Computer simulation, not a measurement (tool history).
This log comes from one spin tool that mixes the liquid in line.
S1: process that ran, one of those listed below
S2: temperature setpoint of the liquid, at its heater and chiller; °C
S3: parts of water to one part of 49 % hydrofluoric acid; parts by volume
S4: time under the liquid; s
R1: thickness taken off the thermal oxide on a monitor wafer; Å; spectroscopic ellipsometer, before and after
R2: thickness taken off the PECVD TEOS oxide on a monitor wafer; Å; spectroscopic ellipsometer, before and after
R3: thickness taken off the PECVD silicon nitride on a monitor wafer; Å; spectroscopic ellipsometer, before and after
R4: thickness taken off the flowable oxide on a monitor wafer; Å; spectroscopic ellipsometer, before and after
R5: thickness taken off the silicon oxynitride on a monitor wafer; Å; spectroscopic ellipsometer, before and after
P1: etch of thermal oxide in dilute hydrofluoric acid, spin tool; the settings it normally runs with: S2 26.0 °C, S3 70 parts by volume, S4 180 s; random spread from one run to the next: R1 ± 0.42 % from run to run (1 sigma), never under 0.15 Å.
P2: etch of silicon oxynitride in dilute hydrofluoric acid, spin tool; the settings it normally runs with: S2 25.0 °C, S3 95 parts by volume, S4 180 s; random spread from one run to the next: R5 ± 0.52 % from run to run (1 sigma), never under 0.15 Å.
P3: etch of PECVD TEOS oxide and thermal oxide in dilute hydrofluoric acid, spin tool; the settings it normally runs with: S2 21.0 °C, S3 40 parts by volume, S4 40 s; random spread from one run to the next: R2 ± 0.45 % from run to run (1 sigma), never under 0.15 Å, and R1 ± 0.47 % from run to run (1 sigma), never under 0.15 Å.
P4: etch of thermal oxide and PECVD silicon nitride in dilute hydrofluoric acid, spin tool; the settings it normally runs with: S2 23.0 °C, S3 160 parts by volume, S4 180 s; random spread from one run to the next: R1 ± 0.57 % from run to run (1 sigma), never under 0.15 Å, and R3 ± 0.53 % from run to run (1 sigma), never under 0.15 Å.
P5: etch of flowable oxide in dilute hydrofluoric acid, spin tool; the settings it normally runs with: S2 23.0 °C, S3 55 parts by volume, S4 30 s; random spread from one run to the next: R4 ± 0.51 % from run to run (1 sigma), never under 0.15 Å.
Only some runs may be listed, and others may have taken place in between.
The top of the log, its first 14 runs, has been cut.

run   hour  S1    S2   S3   S4       R1       R2      R3       R4       R5
 15  176.4  P1  31.0   70  180  167.980
 16  188.9  P4  23.0  160  290   82.608           64.544
 17  202.5  P3  21.0   40   40   47.304  138.830
 18  219.0  P1  26.0   70  180  138.420
 19  228.9  P5  23.0   20   30                            455.050
 20  242.0  P3  21.0   40   40   46.427  139.320
 21  254.8  P2  25.0   45  180                                     123.250
 22  263.8  P1  26.0   70  180  137.030
 23  273.8  P5  23.0   55   15                             77.436
 24  284.8  P5  27.5   55   30                            186.620
 25  295.8  P3  21.0   20   40   95.396  285.650
 26  309.7  P1  26.0  125  180   71.335
 27  320.3  P2  25.0   95  180                                      55.996
 28  330.5  P1  26.0   70  180  137.570
 29  345.4  P1  20.0   70  180  107.800
 30  353.0  P2  31.0   95  180                                      73.236
 31  368.8  P1  26.0   70  180  137.820
 32  380.0  P1  26.0   70  180  141.870
 33  387.7  P1  26.0   70  180  142.680

Run 34 has not been measured yet. What should we expect?
 34  395.6  P1  26.0  70  180   ?

{"run 34": {"R1": 143.93}}
